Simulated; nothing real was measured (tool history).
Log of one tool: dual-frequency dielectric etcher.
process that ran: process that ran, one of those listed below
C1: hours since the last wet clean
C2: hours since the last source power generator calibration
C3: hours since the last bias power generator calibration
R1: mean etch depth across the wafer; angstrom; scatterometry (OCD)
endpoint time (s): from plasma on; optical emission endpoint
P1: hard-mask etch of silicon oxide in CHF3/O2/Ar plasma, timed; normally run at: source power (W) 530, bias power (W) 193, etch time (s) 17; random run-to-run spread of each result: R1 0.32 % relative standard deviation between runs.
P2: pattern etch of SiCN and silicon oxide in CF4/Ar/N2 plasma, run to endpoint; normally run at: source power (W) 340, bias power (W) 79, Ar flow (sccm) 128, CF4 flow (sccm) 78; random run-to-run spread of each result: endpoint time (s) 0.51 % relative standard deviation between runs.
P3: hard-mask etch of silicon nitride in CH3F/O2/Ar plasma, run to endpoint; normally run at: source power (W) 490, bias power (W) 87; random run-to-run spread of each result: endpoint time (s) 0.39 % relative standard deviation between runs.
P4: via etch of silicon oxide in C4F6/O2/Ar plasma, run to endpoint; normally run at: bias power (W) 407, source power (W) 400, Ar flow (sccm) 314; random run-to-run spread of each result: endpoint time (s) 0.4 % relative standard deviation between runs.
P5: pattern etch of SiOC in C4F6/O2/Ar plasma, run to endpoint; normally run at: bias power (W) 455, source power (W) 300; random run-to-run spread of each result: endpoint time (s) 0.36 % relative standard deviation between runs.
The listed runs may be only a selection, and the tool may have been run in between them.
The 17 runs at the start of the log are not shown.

run 18 day=6.242 | process_that_ran=P1 source_power_(W)=530 bias_power_(W)=193 etch_time_(s)=17 | C1=264.4 C2=1598.3 C3=1583.7 | R1=340.14
run 19 day=6.721 | process_that_ran=P1 source_power_(W)=720 bias_power_(W)=151 etch_time_(s)=17 | C1=275.9 C2=1609.8 C3=1595.2 | R1=349.22
run 20 day=7.196 | process_that_ran=P3 source_power_(W)=490 bias_power_(W)=87 | C1=287.3 C2=1621.2 C3=1606.6 | endpoint_time_(s)=48.617
run 21 day=7.575 | process_that_ran=P5 source_power_(W)=300 bias_power_(W)=608 | C1=296.4 C2=1630.3 C3=1615.7 | endpoint_time_(s)=18.506
run 22 day=8.008 | process_that_ran=P2 source_power_(W)=340 bias_power_(W)=57 Ar_flow_(sccm)=128 CF4_flow_(sccm)=78 | C1=306.8 C2=1640.7 C3=1626.1 | endpoint_time_(s)=17.091
run 23 day=8.433 | process_that_ran=P5 source_power_(W)=300 bias_power_(W)=455 | C1=317 C2=1650.9 C3=1636.3 | endpoint_time_(s)=20.407
run 24 day=8.7 | process_that_ran=P3 source_power_(W)=590 bias_power_(W)=87 | C1=323.4 C2=1657.3 C3=1642.7 | endpoint_time_(s)=45.891
run 25 day=9.062 | process_that_ran=P1 source_power_(W)=530 bias_power_(W)=193 etch_time_(s)=17 | C1=332.1 C2=1666 C3=1651.4 | R1=337.4
run 26 day=9.342 | process_that_ran=P4 source_power_(W)=400 bias_power_(W)=407 Ar_flow_(sccm)=314 | C1=338.8 C2=1672.7 C3=1658.1 | endpoint_time_(s)=30.885
run 27 day=9.638 | process_that_ran=P1 source_power_(W)=530 bias_power_(W)=193 etch_time_(s)=9.5 | C1=345.9 C2=1679.8 C3=1665.2 | R1=188.14
run 28 day=10.125 | process_that_ran=P1 source_power_(W)=530 bias_power_(W)=193 etch_time_(s)=23 | C1=357.6 C2=1691.5 C3=1676.9 | R1=457.95
run 29 day=10.629 | process_that_ran=P1 source_power_(W)=530 bias_power_(W)=193 etch_time_(s)=17 | C1=369.7 C2=1703.6 C3=1689 | R1=338.32
run 30 day=10.925 | process_that_ran=P1 source_power_(W)=530 bias_power_(W)=193 etch_time_(s)=17 | C1=376.8 C2=1710.7 C3=1696.1 | R1=340.91
run 31 day=11.396 | process_that_ran=P1 source_power_(W)=530 bias_power_(W)=193 etch_time_(s)=17 | C1=388.1 C2=1722 C3=1707.4 | R1=341.64

Expected results for the next run?
run 32 day=11.875 | process_that_ran=P1 source_power_(W)=530 bias_power_(W)=193 etch_time_(s)=17 | C1=399.6 C2=1733.5 C3=1718.9 | R1=?

{"run 32": {"R1": 343.7}}
